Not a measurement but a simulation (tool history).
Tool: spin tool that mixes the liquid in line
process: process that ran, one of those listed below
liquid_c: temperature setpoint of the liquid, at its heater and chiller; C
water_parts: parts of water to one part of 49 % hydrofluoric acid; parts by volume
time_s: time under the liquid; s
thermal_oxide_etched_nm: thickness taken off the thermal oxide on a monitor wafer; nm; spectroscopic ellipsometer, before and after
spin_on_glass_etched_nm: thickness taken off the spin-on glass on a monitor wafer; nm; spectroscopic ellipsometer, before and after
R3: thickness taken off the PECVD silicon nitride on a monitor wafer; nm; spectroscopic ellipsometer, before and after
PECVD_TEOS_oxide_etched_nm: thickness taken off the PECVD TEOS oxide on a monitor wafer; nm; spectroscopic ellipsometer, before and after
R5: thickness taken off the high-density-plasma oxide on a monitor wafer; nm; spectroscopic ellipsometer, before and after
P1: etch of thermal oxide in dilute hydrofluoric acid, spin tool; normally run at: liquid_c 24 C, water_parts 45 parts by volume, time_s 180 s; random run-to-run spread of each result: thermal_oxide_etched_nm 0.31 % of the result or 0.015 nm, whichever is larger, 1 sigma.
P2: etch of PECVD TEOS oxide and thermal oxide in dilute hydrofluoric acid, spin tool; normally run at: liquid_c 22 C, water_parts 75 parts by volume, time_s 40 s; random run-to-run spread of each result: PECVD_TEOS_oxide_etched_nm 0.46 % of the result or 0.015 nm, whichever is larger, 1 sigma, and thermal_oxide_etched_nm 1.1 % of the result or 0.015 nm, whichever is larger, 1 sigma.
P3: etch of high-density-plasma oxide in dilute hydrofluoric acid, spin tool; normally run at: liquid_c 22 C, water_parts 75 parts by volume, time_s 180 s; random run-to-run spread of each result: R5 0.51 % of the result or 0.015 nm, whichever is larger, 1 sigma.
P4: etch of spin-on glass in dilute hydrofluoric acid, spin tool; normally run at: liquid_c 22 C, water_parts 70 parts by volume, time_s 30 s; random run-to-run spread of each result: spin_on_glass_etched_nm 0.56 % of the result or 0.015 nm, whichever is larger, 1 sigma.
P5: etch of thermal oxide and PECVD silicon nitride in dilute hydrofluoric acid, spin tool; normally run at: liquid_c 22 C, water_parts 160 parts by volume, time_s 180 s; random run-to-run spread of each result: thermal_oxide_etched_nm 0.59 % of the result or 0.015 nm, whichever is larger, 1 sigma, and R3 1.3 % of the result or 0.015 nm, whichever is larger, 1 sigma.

{"run": 1, "hour": 8.2, "process": "P1", "liquid_c": 24, "water_parts": 45, "time_s": 180, "thermal_oxide_etched_nm": 20.155}
{"run": 2, "hour": 14.1, "process": "P1", "liquid_c": 24, "water_parts": 45, "time_s": 300, "thermal_oxide_etched_nm": 33.648}
{"run": 3, "hour": 21.8, "process": "P4", "liquid_c": 26, "water_parts": 70, "time_s": 30, "spin_on_glass_etched_nm": 12.858}
{"run": 4, "hour": 28.7, "process": "P5", "liquid_c": 22, "water_parts": 160, "time_s": 25, "thermal_oxide_etched_nm": 0.62109, "R3": 0.28641}
{"run": 5, "hour": 38.1, "process": "P1", "liquid_c": 24, "water_parts": 20, "time_s": 180, "thermal_oxide_etched_nm": 46.916}
{"run": 6, "hour": 42.9, "process": "P2", "liquid_c": 22, "water_parts": 75, "time_s": 40, "thermal_oxide_etched_nm": 2.3379, "PECVD_TEOS_oxide_etched_nm": 14.828}
{"run": 7, "hour": 47.6, "process": "P4", "liquid_c": 22, "water_parts": 70, "time_s": 30, "spin_on_glass_etched_nm": 11}
{"run": 8, "hour": 53.4, "process": "P3", "liquid_c": 22, "water_parts": 75, "time_s": 15, "R5": 0.97984}
{"run": 9, "hour": 59.3, "process": "P2", "liquid_c": 22, "water_parts": 75, "time_s": 80, "thermal_oxide_etched_nm": 4.7202, "PECVD_TEOS_oxide_etched_nm": 29.64}
{"run": 10, "hour": 68.0, "process": "P1", "liquid_c": 24, "water_parts": 45, "time_s": 180, "thermal_oxide_etched_nm": 20.237}
{"run": 11, "hour": 76.3, "process": "P2", "liquid_c": 28, "water_parts": 75, "time_s": 40, "thermal_oxide_etched_nm": 2.9898, "PECVD_TEOS_oxide_etched_nm": 18.878}
{"run": 12, "hour": 84.4, "process": "P2", "liquid_c": 22, "water_parts": 20, "time_s": 40, "thermal_oxide_etched_nm": 9.3915, "PECVD_TEOS_oxide_etched_nm": 59.716}
{"run": 13, "hour": 90.2, "process": "P3", "liquid_c": 22, "water_parts": 75, "time_s": 180, "R5": 11.645}
{"run": 14, "hour": 98.2, "process": "P3", "liquid_c": 22, "water_parts": 125, "time_s": 180, "R5": 6.5503}
{"run": 15, "hour": 104.9, "process": "P1", "liquid_c": 24, "water_parts": 65, "time_s": 180, "thermal_oxide_etched_nm": 13.639}
{"run": 16, "hour": 110.1, "process": "P1", "liquid_c": 17, "water_parts": 45, "time_s": 180, "thermal_oxide_etched_nm": 15.153}
{"hour": 110.4, "done": "hydrofluoric acid flow meter replaced"}
{"run": 17, "hour": 116.0, "process": "P1", "liquid_c": 24, "water_parts": 45, "time_s": 90, "thermal_oxide_etched_nm": 10.088}
{"run": 18, "hour": 124.7, "process": "P1", "liquid_c": 31, "water_parts": 25, "time_s": 180, "thermal_oxide_etched_nm": 49.44}
{"run": 19, "hour": 130.1, "process": "P1", "liquid_c": 24, "water_parts": 45, "time_s": 180, "thermal_oxide_etched_nm": 20.315}
{"run": 20, "hour": 139.9, "process": "P3", "liquid_c": 22, "water_parts": 75, "time_s": 180, "R5": 11.618}
{"run": 21, "hour": 147.4, "process": "P2", "liquid_c": 22, "water_parts": 75, "time_s": 40, "thermal_oxide_etched_nm": 2.3395, "PECVD_TEOS_oxide_etched_nm": 14.733}
{"run": 22, "hour": 157.3, "process": "P5", "liquid_c": 22, "water_parts": 75, "time_s": 180, "thermal_oxide_etched_nm": 11.098, "R3": 4.4754}
{"run": 23, "hour": 163.3, "process": "P5", "liquid_c": 22, "water_parts": 160, "time_s": 180, "thermal_oxide_etched_nm": 4.7225, "R3": 2.1018}
{"run": 24, "hour": 171.1, "process": "P5", "liquid_c": 28.5, "water_parts": 160, "time_s": 180, "thermal_oxide_etched_nm": 6.0103, "R3": 3.1869}
{"run": 25, "hour": 177.3, "process": "P1", "liquid_c": 24, "water_parts": 45, "time_s": 180, "thermal_oxide_etched_nm": 20.193}
{"run": 26, "hour": 184.6, "process": "P1", "liquid_c": 24, "water_parts": 70, "time_s": 45, "thermal_oxide_etched_nm": 3.1768}
{"run": 27, "hour": 193.4, "process": "P1", "liquid_c": 31.5, "water_parts": 45, "time_s": 180, "thermal_oxide_etched_nm": 27.39}
{"run": 28, "hour": 201.1, "process": "P1", "liquid_c": 19, "water_parts": 30, "time_s": 180, "thermal_oxide_etched_nm": 25.088}
{"run": 29, "hour": 208.4, "process": "P4", "liquid_c": 22, "water_parts": 70, "time_s": 15, "spin_on_glass_etched_nm": 5.4403}
{"run": 30, "hour": 217.8, "process": "P3", "liquid_c": 26, "water_parts": 75, "time_s": 180, "R5": 13.624}
{"run": 31, "hour": 226.0, "process": "P4", "liquid_c": 22, "water_parts": 70, "time_s": 30, "spin_on_glass_etched_nm": 10.958}
{"run": 32, "hour": 235.6, "process": "P1", "liquid_c": 24, "water_parts": 45, "time_s": 180, "thermal_oxide_etched_nm": 20.417}
{"run": 33, "hour": 241.7, "process": "P4", "liquid_c": 22, "water_parts": 115, "time_s": 30, "spin_on_glass_etched_nm": 6.2725}
{"run": 34, "hour": 248.2, "process": "P1", "liquid_c": 24, "water_parts": 45, "time_s": 180, "thermal_oxide_etched_nm": 20.277}
{"run": 35, "hour": 254.1, "process": "P1", "liquid_c": 24, "water_parts": 45, "time_s": 180, "thermal_oxide_etched_nm": 20.211}
{"run": 36, "hour": 258.8, "process": "P1", "liquid_c": 24, "water_parts": 45, "time_s": 180, "thermal_oxide_etched_nm": 19.879}
{"run": 37, "hour": 268.0, "process": "P1", "liquid_c": 24, "water_parts": 45, "time_s": 180, "thermal_oxide_etched_nm": 19.466}
{"run": 38, "hour": 276.9, "process": "P1", "liquid_c": 24, "water_parts": 45, "time_s": 180, "thermal_oxide_etched_nm": 19.061}
{"run": 39, "hour": 283.2, "process": "P1", "liquid_c": 24, "water_parts": 45, "time_s": 180, "thermal_oxide_etched_nm": 19.172}
{"run": 40, "hour": 288.9, "process": "P1", "liquid_c": 24, "water_parts": 45, "time_s": 180, "thermal_oxide_etched_nm": 19.034}
{"run": 41, "hour": 298.2, "process": "P1", "liquid_c": 24, "water_parts": 45, "time_s": 180, "thermal_oxide_etched_nm": 18.812}
{"run": 42, "hour": 307.8, "process": "P1", "liquid_c": 24, "water_parts": 45, "time_s": 180, "thermal_oxide_etched_nm": 18.77}
{"run": 43, "hour": 317.7, "process": "P1", "liquid_c": 24, "water_parts": 45, "time_s": 180, "thermal_oxide_etched_nm": 18.833}
{"run": 44, "hour": 328.5, "process": "P1", "liquid_c": 24, "water_parts": 45, "time_s": 180, "thermal_oxide_etched_nm": 18.659}

P1 no longer gives what it gave before; its output has crept away from where it was. The following 2 causes, each at its listed size, fit the log equally well:
A: hydrofluoric acid flow below the setpoint (%) = 7.03
B: liquid colder than its thermometer reads (K) = 1.87
Onset of the creep was near hour 254.1.

The list below offers 4 check runs, each averaging the results of 5 wafers, and shows each result as a question mark. For which of them would the listed causes give clearly different results?
{"run": "check 1", "hour": 339.3, "process": "P3", "liquid_c": 22, "water_parts": 75, "time_s": 180, "R5": "?"}
{"run": "check 2", "hour": 339.3, "process": "P5", "liquid_c": 22, "water_parts": 160, "time_s": 180, "thermal_oxide_etched_nm": "?", "R3": "?"}
{"run": "check 3", "hour": 339.3, "process": "P2", "liquid_c": 22, "water_parts": 75, "time_s": 40, "thermal_oxide_etched_nm": "?", "PECVD_TEOS_oxide_etched_nm": "?"}
{"run": "check 4", "hour": 339.3, "process": "P4", "liquid_c": 22, "water_parts": 70, "time_s": 30, "spin_on_glass_etched_nm": "?"}

Predicted outcomes, by check and by cause:
check=check_1 result=R5 if_A=10.763 if_B=10.789
check=check_2 result=thermal_oxide_etched_nm if_A=4.3302 if_B=4.3854
check=check_2 result=R3 if_A=1.953 if_B=1.8545
check=check_3 result=thermal_oxide_etched_nm if_A=2.1563 if_B=2.1614
check=check_3 result=PECVD_TEOS_oxide_etched_nm if_A=13.686 if_B=13.718
check=check_4 result=spin_on_glass_etched_nm if_A=10.059 if_B=10.076
Gap, in per cent, between the two causes that each check separates least, read from the result that separates them most: check 1 0.24 %; check 2 5.18 %; check 3 0.24 %; check 4 0.17 %
Check 2 tells the causes apart: in the others they would give nearly the same result.

Check 2 has now been run. It gave: thermal_oxide_etched_nm 4.3295 nm; R3 1.9583 nm. Which of the candidate causes is it?

It was cause A: hydrofluoric acid flow below the setpoint (%).
